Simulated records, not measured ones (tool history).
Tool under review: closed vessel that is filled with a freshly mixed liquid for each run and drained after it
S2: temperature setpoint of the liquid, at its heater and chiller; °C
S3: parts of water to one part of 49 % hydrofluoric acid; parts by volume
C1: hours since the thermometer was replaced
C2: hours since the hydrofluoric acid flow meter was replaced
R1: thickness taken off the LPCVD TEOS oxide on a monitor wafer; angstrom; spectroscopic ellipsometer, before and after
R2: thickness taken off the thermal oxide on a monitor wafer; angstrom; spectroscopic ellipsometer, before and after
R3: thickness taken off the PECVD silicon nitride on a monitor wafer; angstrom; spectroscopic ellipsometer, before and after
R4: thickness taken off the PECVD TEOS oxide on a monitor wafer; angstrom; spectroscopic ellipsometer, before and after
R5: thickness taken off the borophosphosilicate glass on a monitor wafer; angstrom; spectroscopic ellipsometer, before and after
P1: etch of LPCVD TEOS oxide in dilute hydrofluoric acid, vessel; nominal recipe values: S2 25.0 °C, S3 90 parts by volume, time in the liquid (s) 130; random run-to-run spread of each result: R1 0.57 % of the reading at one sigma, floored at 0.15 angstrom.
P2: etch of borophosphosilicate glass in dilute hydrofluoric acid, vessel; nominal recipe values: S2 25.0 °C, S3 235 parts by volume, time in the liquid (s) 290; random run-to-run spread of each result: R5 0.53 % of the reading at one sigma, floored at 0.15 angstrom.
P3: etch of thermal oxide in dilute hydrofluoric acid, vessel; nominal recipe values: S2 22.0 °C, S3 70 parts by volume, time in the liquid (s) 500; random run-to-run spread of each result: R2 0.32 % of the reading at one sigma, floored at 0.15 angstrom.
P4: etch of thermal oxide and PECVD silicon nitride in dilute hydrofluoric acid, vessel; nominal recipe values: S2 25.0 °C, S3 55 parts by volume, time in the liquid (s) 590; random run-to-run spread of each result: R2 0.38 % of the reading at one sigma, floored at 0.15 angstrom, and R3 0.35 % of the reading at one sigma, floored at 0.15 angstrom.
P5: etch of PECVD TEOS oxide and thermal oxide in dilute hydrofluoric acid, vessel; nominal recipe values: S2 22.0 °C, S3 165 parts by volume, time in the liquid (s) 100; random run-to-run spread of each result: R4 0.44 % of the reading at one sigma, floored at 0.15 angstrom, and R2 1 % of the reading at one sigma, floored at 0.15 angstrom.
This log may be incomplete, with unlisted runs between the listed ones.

Run 1, hour 11.4: process that ran P1, S2 25.0 °C, S3 90 parts by volume, time in the liquid (s) 130; C1 197.7; C2 933.2. Result: R1 415.62 angstrom.
Run 2, hour 25.8: process that ran P1, S2 25.0 °C, S3 90 parts by volume, time in the liquid (s) 245; C1 212.1; C2 947.6. Result: R1 793.96 angstrom.
Run 3, hour 35.0: process that ran P1, S2 25.0 °C, S3 90 parts by volume, time in the liquid (s) 45; C1 221.3; C2 956.8. Result: R1 144.42 angstrom.
Run 4, hour 51.6: process that ran P1, S2 25.0 °C, S3 165 parts by volume, time in the liquid (s) 130; C1 237.9; C2 973.4. Result: R1 207.74 angstrom.
Run 5, hour 62.1: process that ran P3, S2 22.0 °C, S3 70 parts by volume, time in the liquid (s) 500; C1 248.4; C2 983.9. Result: R2 333.7700 angstrom.
Run 6, hour 72.4: process that ran P4, S2 33.5 °C, S3 55 parts by volume, time in the liquid (s) 590; C1 258.7; C2 994.2. Result: R2 773.0700 angstrom, R3 344.510 angstrom.
Run 7, hour 86.8: process that ran P3, S2 22.0 °C, S3 40 parts by volume, time in the liquid (s) 500; C1 273.1; C2 1008.6. Result: R2 609.6700 angstrom.
Run 8, hour 101.3: process that ran P1, S2 21.0 °C, S3 25 parts by volume, time in the liquid (s) 130; C1 287.6; C2 1023.1. Result: R1 1383.30 angstrom.
Run 9, hour 113.1: process that ran P1, S2 25.0 °C, S3 90 parts by volume, time in the liquid (s) 130; C1 299.4; C2 1034.9. Result: R1 417.66 angstrom.
Run 10, hour 129.7: process that ran P5, S2 22.0 °C, S3 165 parts by volume, time in the liquid (s) 100; C1 316.0; C2 1051.5. Result: R2 25.4880 angstrom, R4 49.877 angstrom.
Run 11, hour 142.8: process that ran P2, S2 25.0 °C, S3 235 parts by volume, time in the liquid (s) 35; C1 329.1; C2 1064.6. Result: R5 58.422 angstrom.
Run 12, hour 157.9: process that ran P1, S2 29.0 °C, S3 90 parts by volume, time in the liquid (s) 130; C1 344.2; C2 1079.7. Result: R1 490.66 angstrom.
Run 13, hour 166.3: process that ran P5, S2 22.0 °C, S3 165 parts by volume, time in the liquid (s) 30; C1 352.6; C2 1088.1. Result: R2 7.3713 angstrom, R4 14.906 angstrom.
Run 14, hour 178.3: process that ran P2, S2 25.0 °C, S3 75 parts by volume, time in the liquid (s) 290; C1 364.6; C2 1100.1. Result: R5 1827.400 angstrom.
Run 15, hour 193.8: process that ran P3, S2 22.0 °C, S3 70 parts by volume, time in the liquid (s) 275; C1 380.1; C2 1115.6. Result: R2 183.6300 angstrom.
Run 16, hour 204.5: process that ran P4, S2 25.0 °C, S3 20 parts by volume, time in the liquid (s) 590; C1 390.8; C2 1126.3. Result: R2 1593.6000 angstrom, R3 531.390 angstrom.
Run 17, hour 216.6: process that ran P4, S2 25.0 °C, S3 55 parts by volume, time in the liquid (s) 590; C1 402.9; C2 1138.4. Result: R2 551.3900 angstrom, R3 199.480 angstrom.
Run 18, hour 231.2: process that ran P1, S2 25.0 °C, S3 90 parts by volume, time in the liquid (s) 130; C1 417.5; C2 1153.0. Result: R1 416.83 angstrom.
Run 19, hour 241.5: process that ran P4, S2 25.0 °C, S3 55 parts by volume, time in the liquid (s) 30; C1 427.8; C2 1163.3. Result: R2 28.1800 angstrom, R3 10.208 angstrom.
Run 20, hour 250.7: process that ran P5, S2 22.0 °C, S3 165 parts by volume, time in the liquid (s) 100; C1 437.0; C2 1172.5. Result: R2 24.4440 angstrom, R4 50.232 angstrom.
Run 21, hour 259.2: process that ran P1, S2 21.0 °C, S3 90 parts by volume, time in the liquid (s) 130; C1 445.5; C2 1181.0. Result: R1 355.65 angstrom.
Run 22, hour 275.0: process that ran P2, S2 25.0 °C, S3 235 parts by volume, time in the liquid (s) 290; C1 461.3; C2 1196.8. Result: R5 488.140 angstrom.
Run 23, hour 282.6: process that ran P1, S2 25.0 °C, S3 90 parts by volume, time in the liquid (s) 130; C1 468.9; C2 1204.4. Result: R1 416.74 angstrom.
Run 24, hour 296.3: process that ran P1, S2 25.0 °C, S3 90 parts by volume, time in the liquid (s) 130; C1 482.6; C2 1218.1. Result: R1 416.23 angstrom.
Run 25, hour 304.8: process that ran P5, S2 22.0 °C, S3 30 parts by volume, time in the liquid (s) 100; C1 491.1; C2 1226.6. Result: R2 162.6700 angstrom, R4 321.570 angstrom.
Run 26, hour 319.7: process that ran P5, S2 17.0 °C, S3 165 parts by volume, time in the liquid (s) 100; C1 506.0; C2 1241.5. Result: R2 19.9380 angstrom, R4 41.200 angstrom.
Run 27, hour 330.1: process that ran P3, S2 22.0 °C, S3 70 parts by volume, time in the liquid (s) 500; C1 516.4; C2 1251.9. Result: R2 335.3300 angstrom.
Run 28, hour 342.3: process that ran P1, S2 25.0 °C, S3 55 parts by volume, time in the liquid (s) 130; C1 528.6; C2 1264.1. Result: R1 717.84 angstrom.
Run 29, hour 352.7: process that ran P3, S2 17.0 °C, S3 70 parts by volume, time in the liquid (s) 500; C1 539.0; C2 1274.5. Result: R2 272.6000 angstrom.
Run 30, hour 363.4: process that ran P2, S2 18.0 °C, S3 235 parts by volume, time in the liquid (s) 290; C1 549.7; C2 1285.2. Result: R5 374.970 angstrom.
Run 31, hour 377.8: process that ran P1, S2 25.0 °C, S3 90 parts by volume, time in the liquid (s) 130; C1 564.1; C2 1299.6. Result: R1 417.57 angstrom.
Run 32, hour 386.8: process that ran P1, S2 25.0 °C, S3 90 parts by volume, time in the liquid (s) 130; C1 573.1; C2 1308.6. Result: R1 406.60 angstrom.
Run 33, hour 394.4: process that ran P1, S2 25.0 °C, S3 90 parts by volume, time in the liquid (s) 130; C1 580.7; C2 1316.2. Result: R1 405.49 angstrom.
Run 34, hour 409.4: process that ran P1, S2 25.0 °C, S3 90 parts by volume, time in the liquid (s) 130; C1 595.7; C2 1331.2. Result: R1 395.39 angstrom.
Run 35, hour 417.3: process that ran P1, S2 25.0 °C, S3 90 parts by volume, time in the liquid (s) 130; C1 603.6; C2 1339.1. Result: R1 393.95 angstrom.
Run 36, hour 432.7: process that ran P1, S2 25.0 °C, S3 90 parts by volume, time in the liquid (s) 130; C1 619.0; C2 1354.5. Result: R1 391.06 angstrom.
Run 37, hour 447.4: process that ran P1, S2 25.0 °C, S3 90 parts by volume, time in the liquid (s) 130; C1 633.7; C2 1369.2. Result: R1 392.04 angstrom.
Run 38, hour 457.7: process that ran P1, S2 25.0 °C, S3 90 parts by volume, time in the liquid (s) 130; C1 644.0; C2 1379.5. Result: R1 392.52 angstrom.
Run 39, hour 467.6: process that ran P1, S2 25.0 °C, S3 90 parts by volume, time in the liquid (s) 130; C1 653.9; C2 1389.4. Result: R1 389.30 angstrom.
Run 40, hour 476.2: process that ran P1, S2 25.0 °C, S3 90 parts by volume, time in the liquid (s) 130; C1 662.5; C2 1398.0. Result: R1 390.44 angstrom.

What P1 gives has crept away from where it was. These 2 causes fit the log equally well, each at the size given:
A: liquid colder than its thermometer reads (K) = 1.71
B: hydrofluoric acid flow below the setpoint (%) = 5.91
The creep began at about hour 377.8.

The check runs listed below each take one wafer, and their results are still question marks. Under which run would the listed causes lead to clearly different results?
Run check 1, hour 484.8: process that ran P2, S2 25.0 °C, S3 125 parts by volume, time in the liquid (s) 290. Result: R5 ?.
Run check 2, hour 484.8: process that ran P5, S2 17.0 °C, S3 165 parts by volume, time in the liquid (s) 30. Result: R2 ?, R4 ?.
Run check 3, hour 484.8: process that ran P4, S2 31.5 °C, S3 55 parts by volume, time in the liquid (s) 185. Result: R2 ?, R3 ?.
Run check 4, hour 484.8: process that ran P3, S2 22.0 °C, S3 45 parts by volume, time in the liquid (s) 500. Result: R2 ?.

Check results expected under each cause:
  check  result      if A      if B
check 1      R5   967.060   963.270
check 2      R2    5.6954    5.6921
check 2      R4    11.478    11.472
check 3      R2  209.5600  209.5900
check 3      R3    85.369    89.643
check 4      R2  500.4900  504.3400
Gap, in per cent, between the two causes that each check separates least, read from the result that separates them most: check 1 0.39 %; check 2 0.06 %; check 3 4.89 %; check 4 0.77 %
Check 3 is the one run that separates the causes; every other check would come out nearly the same whichever cause is at work.

With check 3 done, the readings were: R2 211.3700 angstrom; R3 90.031 angstrom. Identify which of the listed causes applies.

B is the cause: hydrofluoric acid flow below the setpoint (%).
